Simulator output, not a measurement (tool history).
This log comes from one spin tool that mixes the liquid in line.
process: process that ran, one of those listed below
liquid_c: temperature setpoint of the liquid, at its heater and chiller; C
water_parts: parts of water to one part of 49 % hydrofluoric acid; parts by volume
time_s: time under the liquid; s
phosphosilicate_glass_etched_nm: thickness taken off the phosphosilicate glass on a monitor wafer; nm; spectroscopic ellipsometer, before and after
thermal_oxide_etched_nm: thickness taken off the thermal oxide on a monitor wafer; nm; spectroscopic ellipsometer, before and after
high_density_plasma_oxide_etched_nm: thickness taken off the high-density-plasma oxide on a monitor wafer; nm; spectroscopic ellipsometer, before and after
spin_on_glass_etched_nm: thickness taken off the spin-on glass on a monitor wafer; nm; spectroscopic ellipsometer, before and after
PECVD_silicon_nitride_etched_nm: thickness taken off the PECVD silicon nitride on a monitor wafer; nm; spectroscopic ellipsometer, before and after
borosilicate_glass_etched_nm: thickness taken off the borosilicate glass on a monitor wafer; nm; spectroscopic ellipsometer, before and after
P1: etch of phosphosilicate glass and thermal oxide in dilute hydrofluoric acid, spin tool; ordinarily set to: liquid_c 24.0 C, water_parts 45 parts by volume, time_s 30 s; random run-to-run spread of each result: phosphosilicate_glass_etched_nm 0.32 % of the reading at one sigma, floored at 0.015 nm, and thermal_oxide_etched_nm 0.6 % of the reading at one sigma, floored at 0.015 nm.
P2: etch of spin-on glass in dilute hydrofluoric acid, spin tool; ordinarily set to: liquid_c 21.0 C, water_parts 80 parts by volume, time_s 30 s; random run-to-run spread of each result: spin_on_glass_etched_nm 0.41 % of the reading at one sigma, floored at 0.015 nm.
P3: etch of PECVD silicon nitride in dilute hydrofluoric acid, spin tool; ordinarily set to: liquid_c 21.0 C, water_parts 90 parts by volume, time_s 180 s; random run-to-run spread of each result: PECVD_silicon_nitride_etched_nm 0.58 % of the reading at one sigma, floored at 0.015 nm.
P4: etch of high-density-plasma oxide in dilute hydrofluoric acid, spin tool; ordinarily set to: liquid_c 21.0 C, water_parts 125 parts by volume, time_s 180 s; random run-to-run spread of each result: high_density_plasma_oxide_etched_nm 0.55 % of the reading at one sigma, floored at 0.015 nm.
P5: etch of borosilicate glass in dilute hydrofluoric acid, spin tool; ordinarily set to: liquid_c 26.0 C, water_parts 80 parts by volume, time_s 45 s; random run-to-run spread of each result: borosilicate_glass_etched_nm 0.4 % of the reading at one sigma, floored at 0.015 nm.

run,hour,process,liquid_c,water_parts,time_s,phosphosilicate_glass_etched_nm,thermal_oxide_etched_nm,high_density_plasma_oxide_etched_nm,spin_on_glass_etched_nm,PECVD_silicon_nitride_etched_nm,borosilicate_glass_etched_nm
1,2.0,P1,24.0,45,30,148.110,3.3938,,,,
2,5.5,P4,21.0,55,180,,,15.47400,,,
3,9.5,P2,21.0,35,30,,,,43.9340,,
4,13.9,P1,24.0,45,30,147.690,3.3733,,,,
5,17.6,P1,24.0,70,30,92.324,2.1550,,,,
# hour 20.7: hydrofluoric acid flow meter replaced
6,21.9,P4,21.0,125,15,,,0.47461,,,
7,24.1,P3,21.0,90,75,,,,,1.5326,
8,26.5,P1,19.0,45,30,120.150,2.7813,,,,
9,30.0,P1,24.0,45,15,74.731,1.6639,,,,
10,34.2,P1,17.0,25,30,203.730,4.6478,,,,
11,37.6,P4,29.0,125,180,,,8.43330,,,
12,41.9,P1,31.5,45,30,200.750,4.6177,,,,
13,44.8,P1,24.0,45,60,297.210,6.7868,,,,
14,48.1,P1,24.0,30,30,226.330,5.2596,,,,
15,51.9,P4,21.0,125,180,,,6.23770,,,
16,54.4,P5,26.0,80,15,,,,,,5.6505
17,56.4,P1,24.0,45,30,149.000,3.3817,,,,
18,60.0,P5,26.0,80,45,,,,,,17.0100
19,63.7,P1,24.0,70,55,168.820,3.8810,,,,
20,68.0,P1,24.0,45,30,147.780,3.4371,,,,
21,71.8,P3,21.0,90,180,,,,,3.6050,
22,74.6,P1,24.0,70,15,46.314,1.0617,,,,
23,78.8,P5,21.5,80,45,,,,,,14.1070
24,82.5,P5,26.0,45,45,,,,,,31.8130
25,85.7,P1,24.0,45,30,148.140,3.4046,,,,
26,89.1,P2,21.0,80,15,,,,9.0488,,
27,93.4,P3,21.0,25,180,,,,,12.6940,
28,96.2,P2,29.0,80,30,,,,25.0810,,
29,98.6,P2,21.0,80,30,,,,18.1280,,
30,102.9,P3,17.0,90,180,,,,,2.7488,
31,105.6,P1,24.0,45,30,148.800,3.4067,,,,
32,109.0,P1,24.0,45,30,142.860,3.2933,,,,
33,112.8,P1,24.0,45,30,138.490,3.1703,,,,
34,114.8,P1,24.0,45,30,137.290,3.1587,,,,
35,117.0,P1,24.0,45,30,136.440,3.1253,,,,
36,119.6,P1,24.0,45,30,136.060,3.1180,,,,
37,121.9,P1,24.0,45,30,134.690,3.0797,,,,

Forecast run 38:
38,124.6,P1,24.0,45,30,?,?,,,,

Run 38 measured phosphosilicate_glass_etched_nm 134.740 nm, thermal_oxide_etched_nm 3.0815 nm.
